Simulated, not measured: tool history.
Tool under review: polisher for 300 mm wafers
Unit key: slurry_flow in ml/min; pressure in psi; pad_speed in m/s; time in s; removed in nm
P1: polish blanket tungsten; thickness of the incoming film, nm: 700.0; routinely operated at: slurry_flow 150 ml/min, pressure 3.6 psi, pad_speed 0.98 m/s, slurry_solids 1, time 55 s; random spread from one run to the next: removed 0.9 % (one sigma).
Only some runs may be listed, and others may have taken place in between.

run	day	slurry_flow	pressure	pad_speed	slurry_solids	time	removed
1	0.596	150	3.6	0.98	1	55	228.53
2	0.962	150	1.6	0.98	1	55	103.1
3	1.662	150	3.6	0.98	1.35	55	251.64
4	2.317	150	3.6	0.44	1	55	103.68
5	2.846	150	3.6	0.98	1	37	157.37
6	3.35	150	3.6	0.98	0.7	55	215.36
7	3.796	150	3.6	0.98	1	83	344.61
8	4.175	150	3.6	0.98	1	55	231.72
9	4.758	180	3.6	0.98	1.25	55	254.81
10	5.371	150	3.6	1.42	1	55	334.51
11	6.05	150	3.6	0.98	1.35	83	373.92
12	6.621	150	3.6	0.98	1	55	234.45
13	7.004	90	3.6	0.98	1	55	205
14	7.396	205	3.6	0.98	1	55	243.1
15	7.717	150	5.3	0.98	1	55	345.24
16	8.279	150	3.6	0.98	1	55	231.41
17	8.662	150	3.6	0.98	1	55	231.63
18	9.088	150	3.6	0.98	1	55	233.12
19	9.779	150	3.6	0.98	1	55	232.42
20	10.108	150	3.6	0.98	1	55	233.08
21	10.554	150	3.6	0.98	1	55	226.7
22	10.9	150	3.6	0.98	1	55	224
23	11.392	150	3.6	0.98	1	55	221.18
24	11.742	150	3.6	0.98	1	55	221.96

Predict the results of run 25:
25	12.179	150	3.6	0.98	1	55	?

Run 25 came out at removed 215.55 nm.
